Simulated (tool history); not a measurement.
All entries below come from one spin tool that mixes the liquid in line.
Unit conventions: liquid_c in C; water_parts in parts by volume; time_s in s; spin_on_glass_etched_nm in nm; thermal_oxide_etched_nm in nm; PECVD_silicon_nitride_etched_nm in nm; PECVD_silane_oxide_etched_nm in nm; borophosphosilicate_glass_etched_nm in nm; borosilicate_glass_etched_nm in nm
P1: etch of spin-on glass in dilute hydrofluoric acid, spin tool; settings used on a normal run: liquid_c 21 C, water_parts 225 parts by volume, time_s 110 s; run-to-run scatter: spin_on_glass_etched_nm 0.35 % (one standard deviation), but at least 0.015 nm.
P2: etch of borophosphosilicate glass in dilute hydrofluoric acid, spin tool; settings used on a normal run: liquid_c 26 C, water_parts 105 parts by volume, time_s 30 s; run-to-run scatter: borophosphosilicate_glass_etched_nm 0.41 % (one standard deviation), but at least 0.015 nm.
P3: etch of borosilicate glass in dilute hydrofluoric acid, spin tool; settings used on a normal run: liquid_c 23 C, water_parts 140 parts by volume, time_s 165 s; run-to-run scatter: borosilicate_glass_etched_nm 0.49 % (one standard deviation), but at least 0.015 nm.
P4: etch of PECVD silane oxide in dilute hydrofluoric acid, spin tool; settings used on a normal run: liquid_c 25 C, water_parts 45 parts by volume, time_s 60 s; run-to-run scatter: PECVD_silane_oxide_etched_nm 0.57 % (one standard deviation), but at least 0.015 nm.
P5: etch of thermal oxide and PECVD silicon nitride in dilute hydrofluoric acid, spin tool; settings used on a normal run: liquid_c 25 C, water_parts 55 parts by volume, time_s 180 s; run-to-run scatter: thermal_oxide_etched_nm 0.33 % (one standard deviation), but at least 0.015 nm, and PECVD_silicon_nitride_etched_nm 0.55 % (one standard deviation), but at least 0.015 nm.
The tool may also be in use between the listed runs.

| run | hour | process | liquid_c | water_parts | time_s | hours since the thermometer was replaced | hours since the hydrofluoric acid flow meter was replaced | spin_on_glass_etched_nm | thermal_oxide_etched_nm | PECVD_silicon_nitride_etched_nm | PECVD_silane_oxide_etched_nm | borophosphosilicate_glass_etched_nm | borosilicate_glass_etched_nm |
|---|---|---|---|---|---|---|---|---|---|---|---|---|---|
| 1 | 8 | P1 | 21 | 225 | 110 | 733.7 | 1214.8 | 12.118 |  |  |  |  |  |
| 2 | 17.4 | P5 | 25 | 55 | 15 | 743.1 | 1224.2 |  | 1.4838 | 1.6776 |  |  |  |
| 3 | 29.4 | P5 | 31 | 55 | 180 | 755.1 | 1236.2 |  | 22.652 | 29.378 |  |  |  |
| 4 | 47.4 | P1 | 21 | 70 | 110 | 773.1 | 1254.2 | 45.997 |  |  |  |  |  |
| 5 | 56.7 | P4 | 25 | 45 | 60 | 782.4 | 1263.5 |  |  |  | 25.038 |  |  |
| 6 | 73.7 | P2 | 20 | 105 | 30 | 799.4 | 1280.5 |  |  |  |  | 9.1971 |  |
| 7 | 88.5 | P1 | 21 | 225 | 15 | 814.2 | 1295.3 | 1.6466 |  |  |  |  |  |
| 8 | 104.2 | P4 | 33 | 45 | 60 | 829.9 | 1311 |  |  |  | 33.932 |  |  |
| 9 | 119.4 | P3 | 27.5 | 140 | 165 | 845.1 | 1326.2 |  |  |  |  |  | 44.062 |
| 10 | 136.8 | P3 | 23 | 140 | 165 | 862.5 | 1343.6 |  |  |  |  |  | 36.949 |
| 11 | 153.1 | P1 | 21 | 225 | 110 | 878.8 | 1359.9 | 12.204 |  |  |  |  |  |
| 12 | 170 | P1 | 17 | 225 | 110 | 895.7 | 1376.8 | 10.355 |  |  |  |  |  |
| 13 | 181.2 | P3 | 23 | 140 | 255 | 906.9 | 1388 |  |  |  |  |  | 57.466 |
| 14 | 198.9 | P1 | 21 | 225 | 110 | 924.6 | 1405.7 | 12.128 |  |  |  |  |  |
| 15 | 212.6 | P1 | 17 | 225 | 15 | 938.3 | 1419.4 | 1.4189 |  |  |  |  |  |
| 16 | 225.1 | P1 | 21 | 225 | 110 | 950.8 | 1431.9 | 12.114 |  |  |  |  |  |
| 17 | 241.2 | P1 | 21 | 225 | 185 | 966.9 | 1448 | 20.323 |  |  |  |  |  |
| 18 | 250.4 | P2 | 26 | 190 | 30 | 976.1 | 1457.2 |  |  |  |  | 5.8698 |  |
| 19 | 267 | P1 | 27 | 225 | 110 | 992.7 | 1473.8 | 15.079 |  |  |  |  |  |
| 20 | 275.1 | P5 | 25 | 55 | 180 | 1000.8 | 1481.9 |  | 17.793 | 20.029 |  |  |  |
| 21 | 286.2 | P4 | 25 | 20 | 60 | 1011.9 | 1493 |  |  |  | 58.253 |  |  |
| 22 | 298.7 | P1 | 21 | 145 | 205 | 1024.4 | 1505.5 | 38.009 |  |  |  |  |  |
| 23 | 312.1 | P3 | 23 | 230 | 165 | 1037.8 | 1518.9 |  |  |  |  |  | 20.55 |
| 24 | 329.8 | P4 | 25 | 45 | 20 | 1055.5 | 1536.6 |  |  |  | 8.371 |  |  |
| 25 | 347.3 | P1 | 21 | 390 | 35 | 1073 | 1554.1 | 1.9299 |  |  |  |  |  |
| 26 | 360.6 | P3 | 23 | 140 | 165 | 1086.3 | 1567.4 |  |  |  |  |  | 37.114 |
| 27 | 375.4 | P2 | 26 | 105 | 30 | 1101.1 | 1582.2 |  |  |  |  | 11.687 |  |
| 28 | 387.5 | P5 | 25 | 80 | 180 | 1113.2 | 1594.3 |  | 11.878 | 13.79 |  |  |  |
| 29 | 403.7 | P1 | 21 | 225 | 110 | 1129.4 | 1610.5 | 12.151 |  |  |  |  |  |
| 30 | 417 | P1 | 21 | 385 | 110 | 1142.7 | 1623.8 | 6.1514 |  |  |  |  |  |
| 31 | 429.3 | P2 | 26 | 105 | 50 | 1155 | 1636.1 |  |  |  |  | 19.58 |  |
| 32 | 439.1 | P1 | 21 | 225 | 110 | 1164.8 | 1645.9 | 12.166 |  |  |  |  |  |
| 33 | 454.7 | P1 | 21 | 225 | 110 | 1180.4 | 1661.5 | 12.5 |  |  |  |  |  |
| 34 | 463.2 | P1 | 21 | 225 | 110 | 1188.9 | 1670 | 12.645 |  |  |  |  |  |
| 35 | 480 | P1 | 21 | 225 | 110 | 1205.7 | 1686.8 | 12.758 |  |  |  |  |  |
| 36 | 493.5 | P1 | 21 | 225 | 110 | 1219.2 | 1700.3 | 12.855 |  |  |  |  |  |
| 37 | 510 | P1 | 21 | 225 | 110 | 1235.7 | 1716.8 | 12.916 |  |  |  |  |  |
| 38 | 525.4 | P1 | 21 | 225 | 110 | 1251.1 | 1732.2 | 12.954 |  |  |  |  |  |

Something has made what P1 gives creep away from where it was; the 2 causes below, each at its own stated size, fit the log equally well:
A: hydrofluoric acid flow above the setpoint (%) = 5.55
B: liquid hotter than its thermometer reads (K) = 1.77
The gradual shift began around hour 439.1.

Question marks stand in for the results of the 4 check runs listed below, each run on one wafer. Under which run would the listed causes show clearly different results?
| check 1 | 540.8 | P4 | 32.5 | 45 | 60 |  |  |  |  |  | ? |  |  |
| check 2 | 540.8 | P3 | 23 | 200 | 165 |  |  |  |  |  |  |  | ? |
| check 3 | 540.8 | P2 | 20.5 | 180 | 30 |  |  |  |  |  |  | ? |  |
| check 4 | 540.8 | P5 | 25 | 55 | 90 |  |  |  | ? | ? |  |  |  |

What every check run would give for each of its results, assuming each possible cause in turn:
| check | result | if A | if B |
|---|---|---|---|
| check 1 | PECVD_silane_oxide_etched_nm | 35.692 | 36.049 |
| check 2 | borosilicate_glass_etched_nm | 26.019 | 26.028 |
| check 3 | borophosphosilicate_glass_etched_nm | 5.3991 | 5.4235 |
| check 4 | thermal_oxide_etched_nm | 9.4427 | 9.5718 |
| check 4 | PECVD_silicon_nitride_etched_nm | 10.511 | 11.21 |
Distance between the nearest two causes, measured in the result of the check that separates them most: check 1 0.99 %; check 2 0.03 %; check 3 0.45 %; check 4 6.44 %
Only check 4 tells the causes apart: in the others they would give nearly the same result.

Check 4 has now been run. It gave: thermal_oxide_etched_nm 9.6386 nm; PECVD_silicon_nitride_etched_nm 11.16 nm. Which of the candidate causes is it?

B is the cause: liquid hotter than its thermometer reads (K).
